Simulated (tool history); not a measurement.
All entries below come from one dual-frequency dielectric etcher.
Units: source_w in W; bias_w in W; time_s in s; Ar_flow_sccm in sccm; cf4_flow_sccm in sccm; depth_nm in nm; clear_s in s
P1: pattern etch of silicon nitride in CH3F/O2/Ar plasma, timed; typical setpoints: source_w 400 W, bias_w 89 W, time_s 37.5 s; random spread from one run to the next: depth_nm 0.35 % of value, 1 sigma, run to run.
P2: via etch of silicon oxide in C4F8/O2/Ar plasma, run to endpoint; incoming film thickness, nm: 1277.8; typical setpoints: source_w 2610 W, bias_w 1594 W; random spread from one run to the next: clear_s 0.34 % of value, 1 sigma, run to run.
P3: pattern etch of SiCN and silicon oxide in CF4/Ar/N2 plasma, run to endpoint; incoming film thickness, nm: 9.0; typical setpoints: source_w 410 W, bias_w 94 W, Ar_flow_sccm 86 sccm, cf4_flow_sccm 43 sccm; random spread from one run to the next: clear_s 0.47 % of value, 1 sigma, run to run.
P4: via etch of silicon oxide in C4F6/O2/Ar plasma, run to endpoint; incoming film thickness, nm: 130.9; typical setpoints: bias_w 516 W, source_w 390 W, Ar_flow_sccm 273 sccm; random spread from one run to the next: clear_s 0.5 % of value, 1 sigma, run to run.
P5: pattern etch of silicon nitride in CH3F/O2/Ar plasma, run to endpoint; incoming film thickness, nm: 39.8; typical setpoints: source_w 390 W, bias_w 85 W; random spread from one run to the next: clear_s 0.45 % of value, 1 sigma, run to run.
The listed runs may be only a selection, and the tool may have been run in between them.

run,hour,process,source_w,bias_w,time_s,Ar_flow_sccm,cf4_flow_sccm,hours since the last wet clean,hours since the last source power generator calibration,hours since the last bias power generator calibration,depth_nm,clear_s
1,3.9,P1,400,89,37.5,,,344.8,1999.3,2072.8,27.913,
2,9.2,P3,550,94,,86,43,350.1,2004.6,2078.1,,8.7512
3,14.4,P1,400,89,37.5,,,355.3,2009.8,2083.3,28.089,
4,20.3,P5,390,85,,,,361.2,2015.7,2089.2,,53.3750
5,27.1,P3,410,94,,86,54,368.0,2022.5,2096.0,,11.0970
6,33.3,P5,530,85,,,,374.2,2028.7,2102.2,,48.0100
7,38.6,P2,1710,1594,,,,379.5,2034.0,2107.5,,281.0300
8,44.7,P4,390,516,,273,,385.6,2040.1,2113.6,,28.4680
9,50.5,P1,400,89,37.5,,,391.4,2045.9,2119.4,27.871,
10,55.8,P3,410,94,,108,43,396.7,2051.2,2124.7,,11.9060
11,60.6,P1,260,89,37.5,,,401.5,2056.0,2129.5,23.904,
12,67.7,P1,400,89,37.5,,,408.6,2063.1,2136.6,28.173,
13,71.9,P2,2610,1594,,,,412.8,2067.3,2140.8,,236.5300
14,77.6,P1,400,89,54.0,,,418.5,2073.0,2146.5,40.259,
15,81.9,P1,400,108,21.0,,,422.8,2077.3,2150.8,16.921,
16,87.4,P1,400,110,37.5,,,428.3,2082.8,2156.3,30.276,
# hour 89.6: source power generator calibrated
17,91.9,P2,2610,1162,,,,432.8,2.4,2160.8,,255.6600
18,99.2,P1,400,89,37.5,,,440.1,9.7,2168.1,27.975,
19,106.4,P3,410,56,,86,43,447.3,16.9,2175.3,,13.6690
20,114.0,P4,390,516,,273,,454.9,24.5,2182.9,,28.7150
21,117.8,P5,390,118,,,,458.7,28.3,2186.7,,47.7700
22,123.3,P3,410,94,,86,43,464.2,33.8,2192.2,,11.4630
23,129.7,P1,400,71,37.5,,,470.6,40.2,2198.6,25.998,
24,133.7,P4,550,516,,273,,474.6,44.2,2202.6,,25.1790
25,137.5,P1,400,89,28.0,,,478.4,48.0,2206.4,20.939,
26,142.4,P1,500,89,37.5,,,483.3,52.9,2211.3,30.472,
27,149.3,P1,400,89,37.5,,,490.2,59.8,2218.2,27.889,
# hour 150.8: wet clean of the chamber
28,154.4,P4,390,516,,212,,3.6,64.9,2223.3,,27.9270
29,161.5,P4,390,330,,273,,10.7,72.0,2230.4,,33.8280
30,168.2,P1,250,89,49.5,,,17.4,78.7,2237.1,31.243,
31,173.6,P1,400,89,37.5,,,22.8,84.1,2242.5,28.243,
32,178.2,P1,400,89,37.5,,,27.4,88.7,2247.1,27.838,
33,183.6,P1,400,89,37.5,,,32.8,94.1,2252.5,27.778,
34,189.1,P1,400,89,37.5,,,38.3,99.6,2258.0,27.768,
35,192.6,P1,400,89,37.5,,,41.8,103.1,2261.5,27.647,

Estimate the outcome of run 36 from the log above:
# hour 196.3: wet clean of the chamber
36,198.7,P1,400,89,37.5,,,2.5,109.2,2267.6,?,

{"run 36": {"depth_nm": 27.611}}

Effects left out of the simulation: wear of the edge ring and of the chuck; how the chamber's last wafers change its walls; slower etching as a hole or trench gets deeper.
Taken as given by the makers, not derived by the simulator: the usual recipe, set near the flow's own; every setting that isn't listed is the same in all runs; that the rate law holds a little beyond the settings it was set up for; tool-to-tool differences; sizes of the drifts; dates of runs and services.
